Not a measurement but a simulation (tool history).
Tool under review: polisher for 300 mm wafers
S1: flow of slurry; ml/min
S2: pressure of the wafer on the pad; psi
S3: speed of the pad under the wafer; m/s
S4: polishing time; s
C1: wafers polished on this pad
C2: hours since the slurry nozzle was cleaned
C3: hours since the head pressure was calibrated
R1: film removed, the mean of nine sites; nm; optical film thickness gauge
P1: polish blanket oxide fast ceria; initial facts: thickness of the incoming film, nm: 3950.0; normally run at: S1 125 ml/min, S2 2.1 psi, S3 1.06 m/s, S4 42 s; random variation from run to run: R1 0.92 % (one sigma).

run 1 hour=7.1 | S1=125 S2=2.1 S3=1.06 S4=42 | C1=426 C2=389.2 C3=368.2 | R1=587.09
run 2 hour=15.7 | S1=125 S2=2.1 S3=1.06 S4=42 | C1=527 C2=397.8 C3=376.8 | R1=587.34
run 3 hour=26 | S1=125 S2=1.3 S3=1.06 S4=53 | C1=647 C2=408.1 C3=387.1 | R1=460.59
run 4 hour=32.2 | S1=85 S2=2.1 S3=1.06 S4=42 | C1=719 C2=414.3 C3=393.3 | R1=527.7
run 5 hour=43.6 | S1=125 S2=2.1 S3=0.7 S4=42 | C1=852 C2=425.7 C3=404.7 | R1=387.56
run 6 hour=55.4 | S1=125 S2=2.1 S3=1.06 S4=42 | C1=990 C2=437.5 C3=416.5 | R1=577.83
run 7 hour=67 | S1=125 S2=2.1 S3=1.06 S4=42 | C1=1125 C2=449.1 C3=428.1 | R1=578.82
run 8 hour=77.4 | S1=125 S2=2.1 S3=1.06 S4=66 | C1=1246 C2=459.5 C3=438.5 | R1=924.76
run 9 hour=89.7 | S1=125 S2=2.1 S3=1.62 S4=42 | C1=1390 C2=471.8 C3=450.8 | R1=889.22
run 10 hour=98.1 | S1=125 S2=1.2 S3=1.06 S4=42 | C1=1488 C2=480.2 C3=459.2 | R1=343.31
run 11 hour=104.8 | S1=125 S2=2.1 S3=1.06 S4=42 | C1=1566 C2=486.9 C3=465.9 | R1=588.84
run 12 hour=111.6 | S1=190 S2=1.6 S3=1.06 S4=42 | C1=1645 C2=493.7 C3=472.7 | R1=484.51
run 13 hour=124.1 | S1=160 S2=2.1 S3=1.06 S4=64 | C1=1791 C2=506.2 C3=485.2 | R1=947.75
run 14 hour=136.9 | S1=125 S2=2.1 S3=1.06 S4=25 | C1=1940 C2=519 C3=498 | R1=344.78
run 15 hour=146.2 | S1=125 S2=3.1 S3=1.06 S4=42 | C1=2048 C2=528.3 C3=507.3 | R1=870.92

Estimate the outcome of run 16 from the log above:
run 16 hour=152.4 | S1=190 S2=2.1 S3=1.06 S4=42 | C1=2121 C2=534.5 C3=513.5 | R1=?

R1: 619.69 nm
